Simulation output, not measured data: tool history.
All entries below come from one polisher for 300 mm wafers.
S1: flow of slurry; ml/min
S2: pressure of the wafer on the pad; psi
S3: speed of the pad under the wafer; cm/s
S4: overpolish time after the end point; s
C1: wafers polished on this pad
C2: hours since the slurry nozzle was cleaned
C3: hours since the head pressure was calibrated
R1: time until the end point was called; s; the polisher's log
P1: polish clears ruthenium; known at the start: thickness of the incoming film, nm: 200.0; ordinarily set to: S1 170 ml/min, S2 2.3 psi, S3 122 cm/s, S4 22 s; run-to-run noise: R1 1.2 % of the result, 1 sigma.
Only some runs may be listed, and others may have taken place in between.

| run | hour | S1 | S2 | S3 | S4 | C1 | C2 | C3 | R1 |
|---|---|---|---|---|---|---|---|---|---|
| 1 | 12.9 | 170 | 2.3 | 122 | 22 | 272 | 161.4 | 642.1 | 121.350 |
| 2 | 20.5 | 170 | 2.3 | 122 | 22 | 324 | 169.0 | 649.7 | 123.940 |
| 3 | 28.1 | 100 | 2.3 | 122 | 22 | 376 | 176.6 | 657.3 | 135.910 |
| 4 | 40.0 | 170 | 2.3 | 122 | 7 | 457 | 188.5 | 669.2 | 121.630 |
| 5 | 52.7 | 170 | 1.1 | 122 | 22 | 544 | 201.2 | 681.9 | 251.690 |
| 6 | 63.7 | 170 | 1.1 | 158 | 22 | 619 | 212.2 | 692.9 | 196.370 |
| 7 | 71.1 | 170 | 3.2 | 122 | 22 | 670 | 219.6 | 700.3 | 86.367 |
| 8 | 77.6 | 170 | 2.3 | 54 | 22 | 714 | 226.1 | 706.8 | 276.250 |
| 9 | 84.9 | 265 | 3.1 | 122 | 22 | 764 | 233.4 | 714.1 | 87.019 |
| 10 | 92.8 | 170 | 2.3 | 122 | 22 | 818 | 241.3 | 722.0 | 122.880 |
| 11 | 101.8 | 170 | 2.3 | 122 | 22 | 880 | 250.3 | 731.0 | 122.130 |
| 12 | 108.7 | 170 | 2.3 | 122 | 22 | 927 | 257.2 | 737.9 | 122.230 |
| 13 | 117.0 | 170 | 2.3 | 122 | 22 | 984 | 265.5 | 746.2 | 122.700 |
| 14 | 130.3 | 170 | 2.3 | 122 | 42 | 1075 | 278.8 | 759.5 | 123.420 |
| 15 | 141.6 | 170 | 2.3 | 170 | 22 | 1152 | 290.1 | 770.8 | 88.235 |
| 16 | 149.2 | 230 | 2.3 | 122 | 22 | 1204 | 297.7 | 778.4 | 116.670 |
| 17 | 161.8 | 170 | 2.3 | 122 | 22 | 1290 | 310.3 | 791.0 | 121.830 |
| 18 | 173.4 | 170 | 2.3 | 122 | 22 | 1370 | 321.9 | 802.6 | 126.220 |
| 19 | 184.2 | 170 | 2.3 | 122 | 22 | 1443 | 332.7 | 813.4 | 127.900 |
|  | 187.6 | head pressure recalibrated |
| 20 | 192.6 | 170 | 2.3 | 122 | 22 | 1501 | 341.1 | 5.0 | 127.390 |
| 21 | 206.0 | 170 | 2.3 | 122 | 22 | 1593 | 354.5 | 18.4 | 131.110 |
| 22 | 216.7 | 170 | 2.3 | 122 | 22 | 1666 | 365.2 | 29.1 | 132.380 |
| 23 | 223.4 | 170 | 2.3 | 122 | 22 | 1712 | 371.9 | 35.8 | 128.320 |
| 24 | 233.8 | 170 | 2.3 | 122 | 22 | 1783 | 382.3 | 46.2 | 132.210 |

P1 has crept away from where it was. The log is fitted equally well by each of these 2 causes, at the sizes shown:
A: removal rate lost through wear of the pad, % = 6.19
B: slurry flow missing at the pad, % = 29.9
The creep began at about hour 161.8.
What rules out each remaining cause:
head's pressure below its setpoint, %: serviced at hour 187.6, after the drift had started, without restoring the earlier output

Which of the check runs below tells the causes apart, meaning the causes would give it clearly different results? Each run uses 5 wafers whose results are averaged, and each result is shown as a question mark.
| check 1 | 244.2 | 170 | 2.3 | 80 | 22 |  |  |  | ? |
| check 2 | 244.2 | 170 | 2.3 | 86 | 22 |  |  |  | ? |
| check 3 | 244.2 | 100 | 2.3 | 122 | 7 |  |  |  | ? |
| check 4 | 244.2 | 170 | 2.3 | 70 | 42 |  |  |  | ? |

What every check run would give for each of its results, assuming each possible cause in turn:
| check | result | if A | if B |
|---|---|---|---|
| check 1 | R1 | 199.850 | 199.880 |
| check 2 | R1 | 185.910 | 185.940 |
| check 3 | R1 | 145.430 | 151.180 |
| check 4 | R1 | 228.410 | 228.430 |
Separation of the two closest causes in each check, using whichever result separates them best: check 1 0.01 %; check 2 0.01 %; check 3 3.88 %; check 4 0.01 %
Check 3 tells the causes apart: in the others they would give nearly the same result.

Here is what check 3 returned: R1 150.260 s. Which cause is it?

Of the candidate causes, it is B: slurry flow missing at the pad, %.

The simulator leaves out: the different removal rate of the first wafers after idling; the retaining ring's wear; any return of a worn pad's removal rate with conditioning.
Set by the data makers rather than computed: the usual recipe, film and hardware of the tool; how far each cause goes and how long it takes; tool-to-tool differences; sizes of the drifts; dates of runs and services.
